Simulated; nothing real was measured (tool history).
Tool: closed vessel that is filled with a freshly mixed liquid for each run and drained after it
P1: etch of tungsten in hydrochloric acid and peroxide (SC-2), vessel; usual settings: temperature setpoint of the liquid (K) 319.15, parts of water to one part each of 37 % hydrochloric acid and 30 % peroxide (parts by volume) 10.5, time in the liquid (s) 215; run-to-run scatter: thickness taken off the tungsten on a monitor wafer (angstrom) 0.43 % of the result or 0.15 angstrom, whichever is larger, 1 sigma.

run,hour,temperature setpoint of the liquid (K),parts of water to one part each of 37 % hydrochloric acid and 30 % peroxide (parts by volume),time in the liquid (s),hours since the thermometer was replaced,hours since the chemicals flow meter was replaced,hours since the drum of peroxide was connected,thickness taken off the tungsten on a monitor wafer (angstrom)
1,5.5,319.15,10.5,215,1128.2,546.4,227.1,385.08
2,10.3,319.15,15.5,215,1133.0,551.2,231.9,273.49
3,14.9,319.15,10.5,215,1137.6,555.8,236.5,386.72
4,20.0,319.15,10.5,215,1142.7,560.9,241.6,385.15
5,27.7,319.15,4.0,305,1150.4,568.6,249.3,1124.80
6,37.7,319.15,4.0,215,1160.4,578.6,259.3,795.55
# hour 39.3: new drum of peroxide connected
7,45.3,308.15,10.5,215,1168.0,586.2,6.1,176.72
8,54.6,319.15,10.5,215,1177.3,595.5,15.4,382.75
9,61.5,319.15,10.5,30,1184.2,602.4,22.3,53.63
10,66.7,319.15,10.5,415,1189.4,607.6,27.5,731.94
# hour 70.3: chemicals flow meter replaced
11,74.7,319.15,10.5,215,1197.4,4.5,35.5,380.80
# hour 79.7: thermometer replaced
12,83.4,335.15,10.5,215,3.7,13.2,44.2,1087.40
13,90.6,319.15,10.5,215,10.9,20.4,51.4,383.03
14,96.6,319.15,10.5,215,16.9,26.4,57.4,391.93
15,106.3,319.15,10.5,215,26.6,36.1,67.1,399.64
16,115.6,319.15,10.5,215,35.9,45.4,76.4,405.20
17,124.3,319.15,10.5,215,44.6,54.1,85.1,405.69
18,131.4,319.15,10.5,215,51.7,61.2,92.2,407.01
19,136.3,319.15,10.5,215,56.6,66.1,97.1,410.80
20,144.2,319.15,10.5,215,64.5,74.0,105.0,409.30
21,152.5,319.15,10.5,215,72.8,82.3,113.3,408.51

What P1 gives has crept away from where it was. These 2 causes fit the log equally well, each at the size given:
A: liquid hotter than its thermometer reads (K) = 1.02
B: chemicals flow above the setpoint (%) = 8.61
The creep began at about hour 90.6.
Why every other cause is out:
peroxide weaker than its label (%): at most 8, which would move thickness taken off the tungsten on a monitor wafer (angstrom) by -7.4 %: too little, or the wrong way

4 check runs are offered, each on 3 wafers whose results are averaged, their results left as question marks. Which one tells the causes apart?
check 1,160.8,335.15,10.5,30,,,,?
check 2,160.8,308.15,4.0,215,,,,?
check 3,160.8,331.15,10.5,215,,,,?
check 4,160.8,332.65,10.5,380,,,,?

What each check would give under each cause:
check,result,if A,if B
check 1,thickness taken off the tungsten on a monitor wafer (angstrom),161.19,162.14
check 2,thickness taken off the tungsten on a monitor wafer (angstrom),394.35,386.44
check 3,thickness taken off the tungsten on a monitor wafer (angstrom),900.22,904.11
check 4,thickness taken off the tungsten on a monitor wafer (angstrom),1748.30,1756.90
How far apart the two closest causes lie, in the result that separates them most: check 1 0.58 %; check 2 2.03 %; check 3 0.43 %; check 4 0.49 %
Only check 2 tells the causes apart: in the others they would give nearly the same result.

Check 2 was then run and gave: thickness taken off the tungsten on a monitor wafer (angstrom) 395.23. Which cause is it?

It is A: liquid hotter than its thermometer reads (K).
